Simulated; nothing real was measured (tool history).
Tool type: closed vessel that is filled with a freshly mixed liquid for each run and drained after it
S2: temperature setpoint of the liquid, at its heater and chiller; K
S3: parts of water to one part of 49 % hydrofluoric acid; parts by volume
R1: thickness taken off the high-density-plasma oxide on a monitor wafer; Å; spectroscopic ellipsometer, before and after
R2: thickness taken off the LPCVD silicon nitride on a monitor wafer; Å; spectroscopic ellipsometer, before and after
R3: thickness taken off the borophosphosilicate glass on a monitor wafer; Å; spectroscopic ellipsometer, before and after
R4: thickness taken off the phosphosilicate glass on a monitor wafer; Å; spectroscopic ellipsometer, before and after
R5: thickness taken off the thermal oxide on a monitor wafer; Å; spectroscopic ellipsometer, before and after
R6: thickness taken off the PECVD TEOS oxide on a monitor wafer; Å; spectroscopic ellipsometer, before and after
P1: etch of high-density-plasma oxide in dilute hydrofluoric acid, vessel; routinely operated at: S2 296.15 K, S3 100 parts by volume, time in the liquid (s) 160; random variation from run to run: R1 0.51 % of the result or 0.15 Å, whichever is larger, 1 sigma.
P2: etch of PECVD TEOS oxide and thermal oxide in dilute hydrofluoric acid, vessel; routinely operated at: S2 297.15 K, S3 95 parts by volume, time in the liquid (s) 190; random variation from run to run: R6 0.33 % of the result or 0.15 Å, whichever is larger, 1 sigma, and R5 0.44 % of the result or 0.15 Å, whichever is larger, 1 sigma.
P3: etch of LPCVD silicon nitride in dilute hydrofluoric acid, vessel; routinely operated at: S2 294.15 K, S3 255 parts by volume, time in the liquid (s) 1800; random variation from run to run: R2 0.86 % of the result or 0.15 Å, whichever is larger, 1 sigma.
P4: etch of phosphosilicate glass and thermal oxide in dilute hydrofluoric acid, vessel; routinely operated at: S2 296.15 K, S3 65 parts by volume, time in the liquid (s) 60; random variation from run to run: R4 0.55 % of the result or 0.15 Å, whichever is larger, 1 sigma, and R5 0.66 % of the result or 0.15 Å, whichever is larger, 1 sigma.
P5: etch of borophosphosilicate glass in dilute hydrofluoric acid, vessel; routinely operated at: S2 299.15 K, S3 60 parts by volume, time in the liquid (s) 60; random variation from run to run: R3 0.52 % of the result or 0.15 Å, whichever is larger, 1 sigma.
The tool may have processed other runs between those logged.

run 1 hour=10.6 | process_that_ran=P1 S2=296.15 S3=100 time_in_the_liquid_(s)=160 | R1=168.640
run 2 hour=23.7 | process_that_ran=P3 S2=294.15 S3=45 time_in_the_liquid_(s)=1800 | R2=158.070
run 3 hour=31.5 | process_that_ran=P1 S2=291.15 S3=100 time_in_the_liquid_(s)=160 | R1=137.780
run 4 hour=44.3 | process_that_ran=P1 S2=296.15 S3=100 time_in_the_liquid_(s)=160 | R1=169.130
run 5 hour=57.8 | process_that_ran=P3 S2=290.15 S3=255 time_in_the_liquid_(s)=1800 | R2=22.574
run 6 hour=67.9 | process_that_ran=P5 S2=299.15 S3=60 time_in_the_liquid_(s)=60 | R3=404.30
-- hour=69.1 hydrofluoric acid flow meter replaced
run 7 hour=79.5 | process_that_ran=P1 S2=296.15 S3=100 time_in_the_liquid_(s)=300 | R1=316.350
run 8 hour=86.4 | process_that_ran=P4 S2=296.15 S3=65 time_in_the_liquid_(s)=110 | R4=1267.70 R5=78.610
run 9 hour=98.2 | process_that_ran=P5 S2=304.15 S3=60 time_in_the_liquid_(s)=60 | R3=487.61
run 10 hour=106.1 | process_that_ran=P1 S2=290.15 S3=170 time_in_the_liquid_(s)=160 | R1=72.249
run 11 hour=114.3 | process_that_ran=P3 S2=294.15 S3=255 time_in_the_liquid_(s)=1800 | R2=29.060
run 12 hour=121.9 | process_that_ran=P1 S2=296.15 S3=100 time_in_the_liquid_(s)=40 | R1=42.630
run 13 hour=129.6 | process_that_ran=P5 S2=299.15 S3=35 time_in_the_liquid_(s)=60 | R3=712.42
run 14 hour=136.1 | process_that_ran=P1 S2=302.15 S3=100 time_in_the_liquid_(s)=160 | R1=212.310
run 15 hour=144.1 | process_that_ran=P1 S2=290.15 S3=175 time_in_the_liquid_(s)=160 | R1=70.734
run 16 hour=156.5 | process_that_ran=P2 S2=297.15 S3=30 time_in_the_liquid_(s)=190 | R5=310.330 R6=1146.80
run 17 hour=164.5 | process_that_ran=P4 S2=296.15 S3=65 time_in_the_liquid_(s)=60 | R4=690.92 R5=43.263
run 18 hour=172.8 | process_that_ran=P2 S2=300.65 S3=95 time_in_the_liquid_(s)=190 | R5=103.760 R6=380.53
run 19 hour=184.2 | process_that_ran=P1 S2=296.15 S3=100 time_in_the_liquid_(s)=160 | R1=169.870
run 20 hour=192.4 | process_that_ran=P4 S2=296.15 S3=105 time_in_the_liquid_(s)=60 | R4=407.02 R5=25.665
run 21 hour=200.9 | process_that_ran=P5 S2=299.15 S3=60 time_in_the_liquid_(s)=30 | R3=200.78
run 22 hour=212.4 | process_that_ran=P1 S2=296.15 S3=50 time_in_the_liquid_(s)=160 | R1=362.180
run 23 hour=219.1 | process_that_ran=P1 S2=301.65 S3=145 time_in_the_liquid_(s)=160 | R1=137.640
run 24 hour=225.9 | process_that_ran=P2 S2=297.15 S3=95 time_in_the_liquid_(s)=190 | R5=90.354 R6=330.90
run 25 hour=232.6 | process_that_ran=P2 S2=297.15 S3=95 time_in_the_liquid_(s)=190 | R5=90.014 R6=332.53
run 26 hour=242.2 | process_that_ran=P1 S2=296.15 S3=100 time_in_the_liquid_(s)=160 | R1=169.570
run 27 hour=256.2 | process_that_ran=P1 S2=296.15 S3=140 time_in_the_liquid_(s)=160 | R1=115.680
run 28 hour=264.6 | process_that_ran=P2 S2=297.15 S3=95 time_in_the_liquid_(s)=30 | R5=14.136 R6=52.33
run 29 hour=276.5 | process_that_ran=P4 S2=303.15 S3=65 time_in_the_liquid_(s)=60 | R4=914.36 R5=57.695
run 30 hour=290.1 | process_that_ran=P3 S2=294.15 S3=255 time_in_the_liquid_(s)=3415 | R2=55.062
run 31 hour=300.0 | process_that_ran=P1 S2=296.15 S3=100 time_in_the_liquid_(s)=160 | R1=169.210
run 32 hour=307.8 | process_that_ran=P1 S2=296.15 S3=100 time_in_the_liquid_(s)=160 | R1=173.390
run 33 hour=315.3 | process_that_ran=P1 S2=296.15 S3=100 time_in_the_liquid_(s)=160 | R1=175.570
run 34 hour=328.5 | process_that_ran=P1 S2=296.15 S3=100 time_in_the_liquid_(s)=160 | R1=176.950
run 35 hour=335.3 | process_that_ran=P1 S2=296.15 S3=100 time_in_the_liquid_(s)=160 | R1=177.620
run 36 hour=346.8 | process_that_ran=P1 S2=296.15 S3=100 time_in_the_liquid_(s)=160 | R1=177.120
run 37 hour=358.3 | process_that_ran=P1 S2=296.15 S3=100 time_in_the_liquid_(s)=160 | R1=178.310
run 38 hour=371.9 | process_that_ran=P1 S2=296.15 S3=100 time_in_the_liquid_(s)=160 | R1=179.330
run 39 hour=378.6 | process_that_ran=P1 S2=296.15 S3=100 time_in_the_liquid_(s)=160 | R1=179.400

Something has made what P1 gives creep away from where it was; the 2 causes below, each at its own stated size, fit the log equally well:
A: liquid hotter than its thermometer reads (K) = 1.37
B: hydrofluoric acid flow above the setpoint (%) = 4.99
Creep in the process output first set in at about hour 300.0.

Each of the check runs listed below is run on 5 wafers and reports their average, with the results left as question marks. Pick the one under which the possible causes would lead to clearly different results.
run check 1 hour=385.3 | process_that_ran=P4 S2=296.15 S3=65 time_in_the_liquid_(s)=60 | R4=? R5=?
run check 2 hour=385.3 | process_that_ran=P3 S2=294.15 S3=255 time_in_the_liquid_(s)=1800 | R2=?
run check 3 hour=385.3 | process_that_ran=P5 S2=299.15 S3=60 time_in_the_liquid_(s)=60 | R3=?
run check 4 hour=385.3 | process_that_ran=P2 S2=297.15 S3=95 time_in_the_liquid_(s)=190 | R5=? R6=?

How each check would come out, cause by cause:
check=check_1 result=R4 if_A=732.69 if_B=730.32
check=check_1 result=R5 if_A=45.789 if_B=45.641
check=check_2 result=R2 if_A=31.656 if_B=30.433
check=check_3 result=R3 if_A=423.88 if_B=422.98
check=check_4 result=R5 if_A=95.052 if_B=95.073
check=check_4 result=R6 if_A=350.13 if_B=350.21
Smallest distance between any two causes, each pair judged by its most separating result, in per cent: check 1 0.32 %; check 2 3.94 %; check 3 0.21 %; check 4 0.02 %
Of the check runs offered, only check 2 discriminates between the causes; the rest would read about the same regardless of which cause applies.

Check 2 has now been run. It gave: R2 30.661 Å. Which of the candidate causes is it?

B is the cause: hydrofluoric acid flow above the setpoint (%).

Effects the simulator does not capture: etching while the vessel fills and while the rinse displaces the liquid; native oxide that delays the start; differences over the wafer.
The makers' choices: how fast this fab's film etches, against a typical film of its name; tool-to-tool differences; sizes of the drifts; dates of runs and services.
